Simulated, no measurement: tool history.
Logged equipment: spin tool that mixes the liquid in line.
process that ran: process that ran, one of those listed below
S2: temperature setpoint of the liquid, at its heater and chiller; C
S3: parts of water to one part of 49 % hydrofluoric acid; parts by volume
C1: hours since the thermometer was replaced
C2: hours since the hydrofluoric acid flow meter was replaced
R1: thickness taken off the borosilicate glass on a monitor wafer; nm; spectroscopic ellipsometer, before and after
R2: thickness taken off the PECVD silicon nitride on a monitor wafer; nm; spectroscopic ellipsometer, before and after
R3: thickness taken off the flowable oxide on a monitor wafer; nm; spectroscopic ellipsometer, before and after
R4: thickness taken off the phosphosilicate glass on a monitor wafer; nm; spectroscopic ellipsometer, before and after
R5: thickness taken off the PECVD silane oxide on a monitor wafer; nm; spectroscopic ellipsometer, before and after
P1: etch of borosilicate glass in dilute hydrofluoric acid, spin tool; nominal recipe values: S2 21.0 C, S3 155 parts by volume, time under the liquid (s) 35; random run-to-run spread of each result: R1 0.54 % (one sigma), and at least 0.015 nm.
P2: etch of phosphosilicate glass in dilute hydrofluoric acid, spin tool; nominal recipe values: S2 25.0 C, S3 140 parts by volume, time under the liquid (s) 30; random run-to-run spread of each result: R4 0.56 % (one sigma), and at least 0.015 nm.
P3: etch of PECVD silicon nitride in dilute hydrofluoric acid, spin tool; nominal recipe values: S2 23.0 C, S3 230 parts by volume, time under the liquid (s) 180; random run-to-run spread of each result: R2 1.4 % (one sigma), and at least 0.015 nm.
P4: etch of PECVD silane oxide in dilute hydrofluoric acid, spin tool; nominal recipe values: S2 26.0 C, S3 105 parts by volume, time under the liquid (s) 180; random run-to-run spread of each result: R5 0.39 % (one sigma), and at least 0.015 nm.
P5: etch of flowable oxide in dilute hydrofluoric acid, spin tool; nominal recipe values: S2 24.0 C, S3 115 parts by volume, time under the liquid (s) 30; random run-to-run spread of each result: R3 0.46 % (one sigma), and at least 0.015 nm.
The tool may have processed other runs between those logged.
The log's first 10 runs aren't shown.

{"run": 11, "hour": 134.6, "process that ran": "P5", "S2": 24.0, "S3": 40, "time under the liquid (s)": 30, "C1": 435.7, "C2": 1067.0, "R3": 24.293}
{"run": 12, "hour": 143.9, "process that ran": "P1", "S2": 21.0, "S3": 155, "time under the liquid (s)": 35, "C1": 445.0, "C2": 1076.3, "R1": 6.1587}
{"run": 13, "hour": 159.3, "process that ran": "P1", "S2": 17.0, "S3": 155, "time under the liquid (s)": 20, "C1": 460.4, "C2": 1091.7, "R1": 2.9782}
{"run": 14, "hour": 169.5, "process that ran": "P1", "S2": 21.0, "S3": 155, "time under the liquid (s)": 35, "C1": 470.6, "C2": 1101.9, "R1": 6.2619}
{"run": 15, "hour": 183.1, "process that ran": "P4", "S2": 30.0, "S3": 105, "time under the liquid (s)": 180, "C1": 484.2, "C2": 1115.5, "R5": 42.152}
{"run": 16, "hour": 198.5, "process that ran": "P3", "S2": 23.0, "S3": 230, "time under the liquid (s)": 180, "C1": 499.6, "C2": 1130.9, "R2": 1.6691}
{"run": 17, "hour": 207.5, "process that ran": "P1", "S2": 21.0, "S3": 80, "time under the liquid (s)": 20, "C1": 508.6, "C2": 1139.9, "R1": 7.5189}
{"run": 18, "hour": 217.8, "process that ran": "P1", "S2": 21.0, "S3": 155, "time under the liquid (s)": 35, "C1": 518.9, "C2": 1150.2, "R1": 6.2534}
{"run": 19, "hour": 233.3, "process that ran": "P5", "S2": 32.0, "S3": 115, "time under the liquid (s)": 30, "C1": 534.4, "C2": 1165.7, "R3": 10.433}
{"run": 20, "hour": 247.8, "process that ran": "P4", "S2": 26.0, "S3": 105, "time under the liquid (s)": 325, "C1": 548.9, "C2": 1180.2, "R5": 64.634}
{"run": 21, "hour": 263.1, "process that ran": "P2", "S2": 25.0, "S3": 140, "time under the liquid (s)": 15, "C1": 564.2, "C2": 1195.5, "R4": 8.3648}
{"run": 22, "hour": 278.0, "process that ran": "P1", "S2": 17.0, "S3": 155, "time under the liquid (s)": 15, "C1": 579.1, "C2": 1210.4, "R1": 2.2575}
{"run": 23, "hour": 291.7, "process that ran": "P2", "S2": 25.0, "S3": 200, "time under the liquid (s)": 30, "C1": 592.8, "C2": 1224.1, "R4": 10.878}
{"run": 24, "hour": 306.7, "process that ran": "P3", "S2": 23.0, "S3": 330, "time under the liquid (s)": 180, "C1": 607.8, "C2": 1239.1, "R2": 1.2185}
{"run": 25, "hour": 321.7, "process that ran": "P1", "S2": 21.0, "S3": 90, "time under the liquid (s)": 35, "C1": 622.8, "C2": 1254.1, "R1": 11.52}
{"run": 26, "hour": 337.6, "process that ran": "P1", "S2": 21.0, "S3": 265, "time under the liquid (s)": 35, "C1": 638.7, "C2": 1270.0, "R1": 3.2432}
{"run": 27, "hour": 352.5, "process that ran": "P2", "S2": 25.0, "S3": 140, "time under the liquid (s)": 30, "C1": 653.6, "C2": 1284.9, "R4": 16.66}
{"run": 28, "hour": 360.1, "process that ran": "P4", "S2": 26.0, "S3": 65, "time under the liquid (s)": 180, "C1": 661.2, "C2": 1292.5, "R5": 61.763}
{"run": 29, "hour": 375.1, "process that ran": "P1", "S2": 21.0, "S3": 155, "time under the liquid (s)": 65, "C1": 676.2, "C2": 1307.5, "R1": 11.666}
{"run": 30, "hour": 385.2, "process that ran": "P3", "S2": 18.0, "S3": 230, "time under the liquid (s)": 180, "C1": 686.3, "C2": 1317.6, "R2": 1.2546}
{"run": 31, "hour": 392.8, "process that ran": "P5", "S2": 24.0, "S3": 115, "time under the liquid (s)": 30, "C1": 693.9, "C2": 1325.2, "R3": 7.7439}
{"run": 32, "hour": 402.0, "process that ran": "P1", "S2": 21.0, "S3": 155, "time under the liquid (s)": 35, "C1": 703.1, "C2": 1334.4, "R1": 6.1646}
{"run": 33, "hour": 418.7, "process that ran": "P1", "S2": 21.0, "S3": 155, "time under the liquid (s)": 35, "C1": 719.8, "C2": 1351.1, "R1": 6.0432}

What does the tool deliver on the next run?
{"run": 34, "hour": 433.0, "process that ran": "P1", "S2": 21.0, "S3": 155, "time under the liquid (s)": 35, "C1": 734.1, "C2": 1365.4, "R1": "?"}

{"run 34": {"R1": 5.9147}}
